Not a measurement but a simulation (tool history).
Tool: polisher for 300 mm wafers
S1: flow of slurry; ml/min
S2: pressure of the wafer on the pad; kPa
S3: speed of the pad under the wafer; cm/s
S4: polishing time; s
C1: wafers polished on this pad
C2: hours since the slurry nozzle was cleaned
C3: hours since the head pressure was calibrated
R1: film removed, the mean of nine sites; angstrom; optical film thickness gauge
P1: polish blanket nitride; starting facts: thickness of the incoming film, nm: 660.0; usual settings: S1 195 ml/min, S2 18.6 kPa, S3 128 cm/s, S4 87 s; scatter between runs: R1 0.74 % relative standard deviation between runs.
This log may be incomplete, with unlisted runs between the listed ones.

run 1 hour=15.3 | S1=195 S2=18.6 S3=128 S4=87 | C1=489 C2=459.0 C3=212.5 | R1=1266.30
run 2 hour=30.6 | S1=195 S2=18.6 S3=128 S4=87 | C1=579 C2=474.3 C3=227.8 | R1=1276.00
run 3 hour=47.6 | S1=195 S2=18.6 S3=128 S4=87 | C1=680 C2=491.3 C3=244.8 | R1=1282.90
run 4 hour=61.7 | S1=195 S2=18.6 S3=128 S4=120 | C1=764 C2=505.4 C3=258.9 | R1=1781.80
run 5 hour=72.0 | S1=195 S2=18.6 S3=128 S4=50 | C1=825 C2=515.7 C3=269.2 | R1=734.05
run 6 hour=85.1 | S1=195 S2=18.6 S3=128 S4=87 | C1=903 C2=528.8 C3=282.3 | R1=1284.30
run 7 hour=95.0 | S1=195 S2=18.6 S3=202 S4=87 | C1=961 C2=538.7 C3=292.2 | R1=1829.60
run 8 hour=111.8 | S1=125 S2=18.6 S3=128 S4=87 | C1=1061 C2=555.5 C3=309.0 | R1=1177.70
run 9 hour=128.2 | S1=250 S2=18.6 S3=128 S4=87 | C1=1158 C2=571.9 C3=325.4 | R1=1330.50
run 10 hour=142.3 | S1=285 S2=18.6 S3=94 S4=87 | C1=1242 C2=586.0 C3=339.5 | R1=1044.20
-- hour=151.6 slurry nozzle cleaned
run 11 hour=157.8 | S1=195 S2=11.7 S3=128 S4=87 | C1=1334 C2=6.2 C3=355.0 | R1=796.77
run 12 hour=170.5 | S1=195 S2=18.6 S3=128 S4=87 | C1=1409 C2=18.9 C3=367.7 | R1=1260.10
run 13 hour=183.8 | S1=195 S2=25.5 S3=128 S4=119 | C1=1488 C2=32.2 C3=381.0 | R1=2409.60
run 14 hour=198.2 | S1=195 S2=27.6 S3=128 S4=87 | C1=1574 C2=46.6 C3=395.4 | R1=1894.80

Run 15, settings as shown, results not yet in. Your forecast:
run 15 hour=207.1 | S1=195 S2=18.6 S3=58 S4=87 | C1=1626 C2=55.5 C3=404.3 | R1=?

R1: 679.36 angstrom

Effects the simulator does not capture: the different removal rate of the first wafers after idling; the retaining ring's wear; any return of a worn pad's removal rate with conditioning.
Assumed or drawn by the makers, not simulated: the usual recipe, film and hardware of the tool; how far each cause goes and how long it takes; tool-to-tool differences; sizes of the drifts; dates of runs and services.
